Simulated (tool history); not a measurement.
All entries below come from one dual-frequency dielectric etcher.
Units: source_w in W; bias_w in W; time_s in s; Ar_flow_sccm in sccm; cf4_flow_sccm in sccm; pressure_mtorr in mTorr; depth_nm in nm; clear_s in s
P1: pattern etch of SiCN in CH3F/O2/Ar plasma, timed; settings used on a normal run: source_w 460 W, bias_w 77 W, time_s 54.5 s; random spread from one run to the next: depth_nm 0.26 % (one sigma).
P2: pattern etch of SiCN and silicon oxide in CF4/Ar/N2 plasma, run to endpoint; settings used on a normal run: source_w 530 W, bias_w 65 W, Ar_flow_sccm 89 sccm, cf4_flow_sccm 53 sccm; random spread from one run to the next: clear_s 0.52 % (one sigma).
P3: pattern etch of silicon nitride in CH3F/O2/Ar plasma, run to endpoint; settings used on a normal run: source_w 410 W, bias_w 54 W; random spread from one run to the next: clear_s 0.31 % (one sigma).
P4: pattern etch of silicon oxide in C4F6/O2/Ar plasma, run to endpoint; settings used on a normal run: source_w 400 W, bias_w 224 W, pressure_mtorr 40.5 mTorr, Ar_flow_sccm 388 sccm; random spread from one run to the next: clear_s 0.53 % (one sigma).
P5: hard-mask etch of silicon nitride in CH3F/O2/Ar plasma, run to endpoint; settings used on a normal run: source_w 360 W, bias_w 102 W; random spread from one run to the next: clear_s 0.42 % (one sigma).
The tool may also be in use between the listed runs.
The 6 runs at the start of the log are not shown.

run   hour  process  source_w  bias_w  time_s  Ar_flow_sccm  cf4_flow_sccm  pressure_mtorr  hours since the last wet clean  hours since the last source power generator calibration  hours since the last bias power generator calibration  depth_nm  clear_s
  7   49.2       P1       460      55    54.5                                                                        315.2                                                   2097.4                                                  752.7    19.020
  8   57.0       P1       460      77    54.5                                                                        323.0                                                   2105.2                                                  760.5    21.285
  9   65.8       P1       620      77    54.5                                                                        331.8                                                   2114.0                                                  769.3    23.845
 10   71.9       P1       460      77    54.5                                                                        337.9                                                   2120.1                                                  775.4    21.226
 11   77.3       P4       400     312                   388                           40.5                           343.3                                                   2125.5                                                  780.8             13.316
 12   82.2       P2       530      65                   107             53                                           348.2                                                   2130.4                                                  785.7             15.853
 13   88.7       P4       400     224                   388                           40.5                           354.7                                                   2136.9                                                  792.2             14.904
 14   95.5       P5       360     128                                                                                361.5                                                   2143.7                                                  799.0             35.852
 15  100.7       P1       460      77    37.0                                                                        366.7                                                   2148.9                                                  804.2    14.520
 16  107.9       P2       530      65                    89             35                                           373.9                                                   2156.1                                                  811.4             16.377
 17  112.7       P1       460      77    54.5                                                                        378.7                                                   2160.9                                                  816.2    21.305
 18  117.5       P1       460      77    54.5                                                                        383.5                                                   2165.7                                                  821.0    21.285
 19  124.1       P5       360     102                                                                                390.1                                                   2172.3                                                  827.6             39.025
 20  128.6       P5       510     102                                                                                394.6                                                   2176.8                                                  832.1             34.325

Forecast run 21:
 21  133.0       P3       410      77                                                                                399.0                                                   2181.2                                                  836.5                  ?

{"run 21": {"clear_s": 34.175}}
